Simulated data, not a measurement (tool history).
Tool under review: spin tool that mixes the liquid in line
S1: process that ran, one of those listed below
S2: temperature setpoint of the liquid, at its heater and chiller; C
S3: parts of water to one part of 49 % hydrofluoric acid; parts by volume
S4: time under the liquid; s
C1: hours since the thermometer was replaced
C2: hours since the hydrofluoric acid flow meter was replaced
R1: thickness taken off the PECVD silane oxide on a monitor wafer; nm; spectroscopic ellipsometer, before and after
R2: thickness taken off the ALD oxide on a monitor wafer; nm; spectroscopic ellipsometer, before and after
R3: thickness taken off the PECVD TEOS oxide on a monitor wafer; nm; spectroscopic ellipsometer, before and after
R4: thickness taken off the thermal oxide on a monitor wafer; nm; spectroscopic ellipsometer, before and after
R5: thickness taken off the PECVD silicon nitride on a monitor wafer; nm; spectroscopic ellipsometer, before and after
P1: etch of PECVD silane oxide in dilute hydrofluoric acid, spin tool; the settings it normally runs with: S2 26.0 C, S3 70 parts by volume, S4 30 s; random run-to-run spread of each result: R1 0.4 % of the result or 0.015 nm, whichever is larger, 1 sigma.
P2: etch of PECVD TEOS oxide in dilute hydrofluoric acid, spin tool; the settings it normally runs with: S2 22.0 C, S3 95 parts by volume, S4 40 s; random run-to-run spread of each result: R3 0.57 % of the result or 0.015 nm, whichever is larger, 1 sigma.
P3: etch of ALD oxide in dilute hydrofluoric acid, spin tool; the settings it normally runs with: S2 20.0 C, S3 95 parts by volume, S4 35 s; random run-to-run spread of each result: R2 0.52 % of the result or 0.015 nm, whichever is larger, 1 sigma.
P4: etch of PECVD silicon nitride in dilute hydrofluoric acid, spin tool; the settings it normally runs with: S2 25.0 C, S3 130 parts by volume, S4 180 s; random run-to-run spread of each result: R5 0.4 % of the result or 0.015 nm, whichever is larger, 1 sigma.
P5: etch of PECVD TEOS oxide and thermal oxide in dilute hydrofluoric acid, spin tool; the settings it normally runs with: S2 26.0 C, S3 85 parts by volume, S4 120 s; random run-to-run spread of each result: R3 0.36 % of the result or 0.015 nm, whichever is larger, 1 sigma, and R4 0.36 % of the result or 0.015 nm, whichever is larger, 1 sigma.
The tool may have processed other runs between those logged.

run 1 hour=7.7 | S1=P1 S2=26.0 S3=70 S4=30 | C1=563.9 C2=609.0 | R1=7.3016
run 2 hour=17.3 | S1=P3 S2=17.0 S3=95 S4=35 | C1=573.5 C2=618.6 | R2=7.3648
run 3 hour=34.1 | S1=P1 S2=18.5 S3=70 S4=30 | C1=590.3 C2=635.4 | R1=5.4088
run 4 hour=47.8 | S1=P2 S2=17.0 S3=95 S4=40 | C1=604.0 C2=649.1 | R3=4.1747
run 5 hour=56.6 | S1=P1 S2=32.0 S3=70 S4=30 | C1=612.8 C2=657.9 | R1=9.1842
run 6 hour=65.3 | S1=P2 S2=22.0 S3=165 S4=40 | C1=621.5 C2=666.6 | R3=2.7287
run 7 hour=77.8 | S1=P3 S2=20.0 S3=95 S4=15 | C1=634.0 C2=679.1 | R2=3.5218
run 8 hour=90.1 | S1=P5 S2=31.0 S3=85 S4=120 | C1=646.3 C2=691.4 | R3=38.0750 R4=9.42670
run 9 hour=98.3 | S1=P3 S2=20.0 S3=150 S4=35 | C1=654.5 C2=699.6 | R2=4.9041
run 10 hour=114.8 | S1=P1 S2=26.0 S3=35 S4=30 | C1=671.0 C2=716.1 | R1=15.4460
run 11 hour=130.6 | S1=P1 S2=26.0 S3=70 S4=15 | C1=686.8 C2=731.9 | R1=3.6396
run 12 hour=145.9 | S1=P1 S2=26.0 S3=70 S4=30 | C1=702.1 C2=747.2 | R1=7.2711
run 13 hour=153.8 | S1=P1 S2=26.0 S3=70 S4=30 | C1=710.0 C2=755.1 | R1=7.2899
run 14 hour=169.6 | S1=P1 S2=26.0 S3=70 S4=55 | C1=725.8 C2=770.9 | R1=13.5250
run 15 hour=181.4 | S1=P5 S2=26.0 S3=85 S4=120 | C1=737.6 C2=782.7 | R3=31.3100 R4=7.78870
run 16 hour=191.3 | S1=P3 S2=20.0 S3=95 S4=35 | C1=747.5 C2=792.6 | R2=8.2686
run 17 hour=199.9 | S1=P4 S2=25.0 S3=130 S4=290 | C1=756.1 C2=801.2 | R5=8.2066
run 18 hour=210.5 | S1=P4 S2=25.0 S3=130 S4=180 | C1=766.7 C2=811.8 | R5=5.0785
run 19 hour=221.0 | S1=P1 S2=26.0 S3=70 S4=30 | C1=777.2 C2=822.3 | R1=7.2692
run 20 hour=233.4 | S1=P5 S2=26.0 S3=85 S4=15 | C1=789.6 C2=834.7 | R3=3.9473 R4=0.96468
run 21 hour=249.3 | S1=P4 S2=25.0 S3=130 S4=180 | C1=805.5 C2=850.6 | R5=5.0521
run 22 hour=261.2 | S1=P2 S2=22.0 S3=95 S4=40 | C1=817.4 C2=862.5 | R3=5.2250
run 23 hour=268.5 | S1=P1 S2=26.0 S3=70 S4=30 | C1=824.7 C2=869.8 | R1=7.3008
run 24 hour=285.2 | S1=P4 S2=25.0 S3=70 S4=180 | C1=841.4 C2=886.5 | R5=9.3438
run 25 hour=300.2 | S1=P4 S2=18.0 S3=130 S4=180 | C1=856.4 C2=901.5 | R5=3.1608
run 26 hour=311.0 | S1=P5 S2=26.0 S3=150 S4=120 | C1=867.2 C2=912.3 | R3=16.3050 R4=4.07850
run 27 hour=325.0 | S1=P1 S2=26.0 S3=110 S4=30 | C1=881.2 C2=926.3 | R1=4.4312
run 28 hour=333.6 | S1=P1 S2=26.0 S3=115 S4=15 | C1=889.8 C2=934.9 | R1=2.0763
run 29 hour=343.4 | S1=P1 S2=30.0 S3=70 S4=55 | C1=899.6 C2=944.7 | R1=15.6440
run 30 hour=354.6 | S1=P5 S2=26.0 S3=85 S4=120 | C1=910.8 C2=955.9 | R3=31.2880 R4=7.75650
run 31 hour=371.2 | S1=P2 S2=22.0 S3=95 S4=75 | C1=927.4 C2=972.5 | R3=9.7077
run 32 hour=383.6 | S1=P1 S2=26.0 S3=70 S4=30 | C1=939.8 C2=984.9 | R1=7.3151
run 33 hour=393.6 | S1=P1 S2=26.0 S3=70 S4=30 | C1=949.8 C2=994.9 | R1=7.1337
run 34 hour=410.3 | S1=P1 S2=26.0 S3=70 S4=30 | C1=966.5 C2=1011.6 | R1=6.9352
run 35 hour=421.1 | S1=P1 S2=26.0 S3=70 S4=30 | C1=977.3 C2=1022.4 | R1=6.8304
run 36 hour=434.1 | S1=P1 S2=26.0 S3=70 S4=30 | C1=990.3 C2=1035.4 | R1=6.7890
run 37 hour=447.0 | S1=P1 S2=26.0 S3=70 S4=30 | C1=1003.2 C2=1048.3 | R1=6.7727
run 38 hour=456.3 | S1=P1 S2=26.0 S3=70 S4=30 | C1=1012.5 C2=1057.6 | R1=6.8323

What P1 gives has crept off from where it sat before. The 2 causes that follow fit the log equally well, each at the size noted:
A: liquid colder than its thermometer reads (K) = 1.84
B: hydrofluoric acid flow below the setpoint (%) = 6.51
Creep in the process output first set in at about hour 383.6.

Question marks stand in for the results of the 4 check runs listed below, each run on one wafer. Under which run would the listed causes show clearly different results?
run check 1 hour=465.6 | S1=P4 S2=25.0 S3=130 S4=180 | R5=?
run check 2 hour=465.6 | S1=P3 S2=20.0 S3=95 S4=35 | R2=?
run check 3 hour=465.6 | S1=P2 S2=22.0 S3=95 S4=40 | R3=?
run check 4 hour=465.6 | S1=P5 S2=26.0 S3=85 S4=120 | R3=? R4=?

Expected result of each check under each candidate cause:
check=check_1 result=R5 if_A=4.5053 if_B=4.7496
check=check_2 result=R2 if_A=7.6613 if_B=7.6741
check=check_3 result=R3 if_A=4.7984 if_B=4.7982
check=check_4 result=R3 if_A=29.1460 if_B=29.0860
check=check_4 result=R4 if_A=7.24780 if_B=7.23270
Smallest distance between any two causes, each pair judged by its most separating result, in per cent: check 1 5.28 %; check 2 0.17 %; check 3 0 %; check 4 0.21 %
The causes can be told apart only by check 1. The other checks would give nearly the same results under each of them.

Here is what check 1 returned: R5 4.7446 nm. Which cause is it?

The cause is B: hydrofluoric acid flow below the setpoint (%).
